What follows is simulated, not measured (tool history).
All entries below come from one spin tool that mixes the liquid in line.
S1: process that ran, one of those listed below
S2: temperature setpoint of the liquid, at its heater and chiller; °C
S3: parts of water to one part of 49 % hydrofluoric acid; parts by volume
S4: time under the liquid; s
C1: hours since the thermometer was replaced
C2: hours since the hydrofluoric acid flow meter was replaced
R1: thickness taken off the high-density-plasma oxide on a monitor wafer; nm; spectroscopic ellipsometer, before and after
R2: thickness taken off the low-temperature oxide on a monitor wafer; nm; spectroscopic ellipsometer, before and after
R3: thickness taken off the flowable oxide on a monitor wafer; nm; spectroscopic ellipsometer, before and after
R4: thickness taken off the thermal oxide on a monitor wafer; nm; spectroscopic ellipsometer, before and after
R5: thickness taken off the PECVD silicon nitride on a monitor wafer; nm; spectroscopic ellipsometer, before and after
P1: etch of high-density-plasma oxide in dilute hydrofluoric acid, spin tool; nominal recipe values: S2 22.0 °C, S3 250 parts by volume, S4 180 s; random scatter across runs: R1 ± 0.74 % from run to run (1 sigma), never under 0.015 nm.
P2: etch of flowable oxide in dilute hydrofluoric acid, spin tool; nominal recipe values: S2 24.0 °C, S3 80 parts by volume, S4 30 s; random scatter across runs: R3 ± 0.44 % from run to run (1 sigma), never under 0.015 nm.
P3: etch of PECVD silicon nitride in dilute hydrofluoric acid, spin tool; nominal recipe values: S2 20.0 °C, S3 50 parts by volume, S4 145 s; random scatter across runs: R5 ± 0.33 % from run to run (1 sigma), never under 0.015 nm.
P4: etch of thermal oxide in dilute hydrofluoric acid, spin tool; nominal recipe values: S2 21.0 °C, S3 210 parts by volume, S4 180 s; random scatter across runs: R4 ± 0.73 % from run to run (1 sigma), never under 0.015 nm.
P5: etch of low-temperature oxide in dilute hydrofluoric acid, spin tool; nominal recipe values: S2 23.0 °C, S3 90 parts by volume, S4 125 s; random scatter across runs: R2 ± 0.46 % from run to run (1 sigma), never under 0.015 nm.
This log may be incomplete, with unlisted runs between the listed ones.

run 1 hour=6.3 | S1=P1 S2=22.0 S3=250 S4=180 | C1=487.7 C2=271.9 | R1=3.45930
run 2 hour=14.9 | S1=P1 S2=18.0 S3=250 S4=350 | C1=496.3 C2=280.5 | R1=5.73770
run 3 hour=23.4 | S1=P1 S2=22.0 S3=355 S4=180 | C1=504.8 C2=289.0 | R1=2.16900
run 4 hour=31.5 | S1=P5 S2=17.0 S3=90 S4=125 | C1=512.9 C2=297.1 | R2=16.407
run 5 hour=45.5 | S1=P1 S2=22.0 S3=250 S4=305 | C1=526.9 C2=311.1 | R1=5.79950
run 6 hour=58.1 | S1=P1 S2=22.0 S3=250 S4=180 | C1=539.5 C2=323.7 | R1=3.40230
run 7 hour=64.6 | S1=P1 S2=17.5 S3=250 S4=180 | C1=546.0 C2=330.2 | R1=2.88560
run 8 hour=77.3 | S1=P2 S2=24.0 S3=140 S4=30 | C1=558.7 C2=342.9 | R3=6.1709
run 9 hour=91.1 | S1=P4 S2=21.0 S3=210 S4=180 | C1=572.5 C2=356.7 | R4=3.19430
run 10 hour=101.3 | S1=P3 S2=20.0 S3=50 S4=145 | C1=582.7 C2=366.9 | R5=9.2745
run 11 hour=111.8 | S1=P2 S2=24.0 S3=80 S4=30 | C1=593.2 C2=377.4 | R3=11.6320
run 12 hour=125.5 | S1=P4 S2=21.0 S3=210 S4=15 | C1=606.9 C2=391.1 | R4=0.25367
run 13 hour=136.1 | S1=P1 S2=22.0 S3=250 S4=180 | C1=617.5 C2=401.7 | R1=3.45490
run 14 hour=142.6 | S1=P1 S2=22.0 S3=60 S4=180 | C1=624.0 C2=408.2 | R1=17.56100
run 15 hour=150.6 | S1=P5 S2=23.0 S3=90 S4=125 | C1=632.0 C2=416.2 | R2=21.149
run 16 hour=158.4 | S1=P4 S2=25.5 S3=210 S4=180 | C1=639.8 C2=424.0 | R4=3.79200
run 17 hour=165.9 | S1=P2 S2=30.5 S3=80 S4=30 | C1=647.3 C2=431.5 | R3=15.0800
run 18 hour=180.0 | S1=P2 S2=24.0 S3=80 S4=30 | C1=661.4 C2=445.6 | R3=11.6590
run 19 hour=187.6 | S1=P4 S2=21.0 S3=385 S4=180 | C1=669.0 C2=453.2 | R4=1.45730
run 20 hour=194.2 | S1=P1 S2=29.0 S3=250 S4=355 | C1=675.6 C2=459.8 | R1=8.62240
run 21 hour=201.6 | S1=P3 S2=26.5 S3=50 S4=145 | C1=683.0 C2=467.2 | R5=14.4000
run 22 hour=215.1 | S1=P1 S2=17.0 S3=420 S4=180 | C1=696.5 C2=480.7 | R1=1.45910
run 23 hour=221.5 | S1=P5 S2=23.0 S3=90 S4=235 | C1=702.9 C2=487.1 | R2=39.579
run 24 hour=234.3 | S1=P1 S2=22.0 S3=250 S4=15 | C1=715.7 C2=499.9 | R1=0.29307
run 25 hour=242.0 | S1=P3 S2=20.0 S3=50 S4=275 | C1=723.4 C2=507.6 | R5=17.5610
run 26 hour=252.0 | S1=P1 S2=22.0 S3=250 S4=180 | C1=733.4 C2=517.6 | R1=3.46270
run 27 hour=259.7 | S1=P4 S2=21.0 S3=210 S4=180 | C1=741.1 C2=525.3 | R4=3.16920
run 28 hour=270.5 | S1=P2 S2=24.0 S3=80 S4=15 | C1=751.9 C2=536.1 | R3=5.8709
run 29 hour=282.5 | S1=P3 S2=20.0 S3=50 S4=145 | C1=763.9 C2=548.1 | R5=9.3229
run 30 hour=295.8 | S1=P1 S2=22.0 S3=250 S4=180 | C1=777.2 C2=561.4 | R1=3.44410
run 31 hour=302.4 | S1=P5 S2=23.0 S3=155 S4=125 | C1=783.8 C2=568.0 | R2=11.401
run 32 hour=312.3 | S1=P3 S2=20.0 S3=90 S4=145 | C1=793.7 C2=577.9 | R5=5.2472
run 33 hour=324.7 | S1=P1 S2=28.5 S3=250 S4=180 | C1=806.1 C2=590.3 | R1=4.31510
run 34 hour=331.2 | S1=P1 S2=22.0 S3=250 S4=180 | C1=812.6 C2=596.8 | R1=3.42730
run 35 hour=342.0 | S1=P1 S2=22.0 S3=250 S4=180 | C1=823.4 C2=607.6 | R1=3.27810
run 36 hour=356.1 | S1=P1 S2=22.0 S3=250 S4=180 | C1=837.5 C2=621.7 | R1=3.32980
run 37 hour=363.6 | S1=P1 S2=22.0 S3=250 S4=180 | C1=845.0 C2=629.2 | R1=3.26560
run 38 hour=372.1 | S1=P1 S2=22.0 S3=250 S4=180 | C1=853.5 C2=637.7 | R1=3.26210
run 39 hour=381.7 | S1=P1 S2=22.0 S3=250 S4=180 | C1=863.1 C2=647.3 | R1=3.23430
run 40 hour=391.9 | S1=P1 S2=22.0 S3=250 S4=180 | C1=873.3 C2=657.5 | R1=3.17090
run 41 hour=403.1 | S1=P1 S2=22.0 S3=250 S4=180 | C1=884.5 C2=668.7 | R1=3.26920

The output of P1 has drifted from where it used to be. Each of the 2 causes below, taken at the size shown beside it, accounts for the log equally well:
A: liquid colder than its thermometer reads (K) = 1.57
B: hydrofluoric acid flow below the setpoint (%) = 4.52
The creep began at about hour 331.2.

Question marks stand in for the results of the 4 check runs listed below, each run on one wafer. Under which run would the listed causes show clearly different results?
run check 1 hour=414.3 | S1=P3 S2=20.0 S3=50 S4=215 | R5=?
run check 2 hour=414.3 | S1=P2 S2=28.0 S3=80 S4=30 | R3=?
run check 3 hour=414.3 | S1=P4 S2=21.0 S3=375 S4=15 | R4=?
run check 4 hour=414.3 | S1=P5 S2=18.5 S3=155 S4=125 | R2=?

Expected result of each check under each candidate cause:
check=check_1 result=R5 if_A=12.3320 if_B=13.1560
check=check_2 result=R3 if_A=12.8250 if_B=12.9520
check=check_3 result=R4 if_A=0.12189 if_B=0.12111
check=check_4 result=R2 if_A=8.9146 if_B=9.0057
How far apart the two closest causes lie, in the result that separates them most: check 1 6.47 %; check 2 0.98 %; check 3 0.64 %; check 4 1.02 %
Check 1 tells the causes apart: in the others they would give nearly the same result.

Then check 1 was run and gave: R5 12.3250 nm. Which cause is it?

The correct cause is A, namely: liquid colder than its thermometer reads (K).

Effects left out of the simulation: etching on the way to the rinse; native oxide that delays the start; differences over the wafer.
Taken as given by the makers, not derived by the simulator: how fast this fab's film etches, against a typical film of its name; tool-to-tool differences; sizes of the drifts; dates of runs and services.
